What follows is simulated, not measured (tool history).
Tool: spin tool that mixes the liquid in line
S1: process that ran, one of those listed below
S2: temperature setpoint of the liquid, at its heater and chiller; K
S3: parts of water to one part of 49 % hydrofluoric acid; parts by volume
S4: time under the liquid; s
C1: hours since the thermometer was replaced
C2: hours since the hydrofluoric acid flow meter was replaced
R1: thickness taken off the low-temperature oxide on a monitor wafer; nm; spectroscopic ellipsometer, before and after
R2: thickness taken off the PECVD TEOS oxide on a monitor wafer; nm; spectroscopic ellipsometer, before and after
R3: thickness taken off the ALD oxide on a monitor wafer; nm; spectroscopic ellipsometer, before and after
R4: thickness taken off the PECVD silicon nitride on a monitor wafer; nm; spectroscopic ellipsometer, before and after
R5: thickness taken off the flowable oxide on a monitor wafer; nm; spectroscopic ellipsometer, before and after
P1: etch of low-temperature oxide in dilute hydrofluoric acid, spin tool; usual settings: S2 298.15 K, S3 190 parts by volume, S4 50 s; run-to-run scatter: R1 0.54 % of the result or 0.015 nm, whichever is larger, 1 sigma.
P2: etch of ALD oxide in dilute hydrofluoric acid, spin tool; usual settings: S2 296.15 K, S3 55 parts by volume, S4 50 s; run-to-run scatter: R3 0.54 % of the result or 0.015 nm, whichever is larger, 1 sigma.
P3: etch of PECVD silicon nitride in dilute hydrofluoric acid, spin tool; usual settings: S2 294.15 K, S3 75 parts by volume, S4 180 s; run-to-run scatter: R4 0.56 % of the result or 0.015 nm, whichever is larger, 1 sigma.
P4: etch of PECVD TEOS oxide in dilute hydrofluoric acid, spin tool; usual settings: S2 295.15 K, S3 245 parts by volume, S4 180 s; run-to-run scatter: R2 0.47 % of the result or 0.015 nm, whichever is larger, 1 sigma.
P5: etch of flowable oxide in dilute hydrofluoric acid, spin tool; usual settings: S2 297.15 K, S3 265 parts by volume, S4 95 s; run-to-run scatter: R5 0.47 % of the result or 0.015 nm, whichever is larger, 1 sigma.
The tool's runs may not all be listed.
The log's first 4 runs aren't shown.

run	day	S1	S2	S3	S4	C1	C2	R1	R2	R3	R4	R5
5	2.4	P2	290.15	55	50	235	883.6			11.418		
6	2.796	P1	290.65	190	50	244.5	893.1	3.7619				
7	3.138	P1	298.15	190	50	252.7	901.3	5.0358				
8	3.483	P3	294.15	75	180	261	909.6				5.3612	
9	4.012	P5	297.15	265	55	273.7	922.3					7.3093
10	4.296	P4	295.15	245	180	280.5	929.1		11.758			
11	4.842	P1	298.15	190	15	293.6	942.2	1.5409				
12	5.454	P5	297.15	475	95	308.3	956.9					5.8078
13	5.892	P1	298.15	90	50	318.8	967.4	11.954				
14	6.475	P1	298.15	190	50	332.8	981.4	5.078				
15	6.971	P1	303.65	335	50	344.7	993.3	2.9479				
16	7.467	P1	292.65	285	50	356.6	1005.2	2.4918				
17	8.012	P1	298.15	190	50	369.7	1018.3	5.0564				
18	8.362	P1	298.15	190	50	378.1	1026.7	5.0574				
19	8.671	P5	304.65	265	95	385.5	1034.1					16.272
20	9.108	P1	298.15	190	90	396	1044.6	9.2168				
21	9.688	P3	290.15	75	180	409.9	1058.5				4.0765	
22	10.071	P4	295.15	415	180	419.1	1067.7		5.9477			
23	10.538	P2	296.15	55	50	430.3	1078.9			14.794		
24	11.075	P2	296.15	55	15	443.2	1091.8			4.4042		

Forecast run 25:
25	11.533	P3	294.15	75	75	454.2	1102.8				?	

{"run 25": {"R4": 2.2459}}

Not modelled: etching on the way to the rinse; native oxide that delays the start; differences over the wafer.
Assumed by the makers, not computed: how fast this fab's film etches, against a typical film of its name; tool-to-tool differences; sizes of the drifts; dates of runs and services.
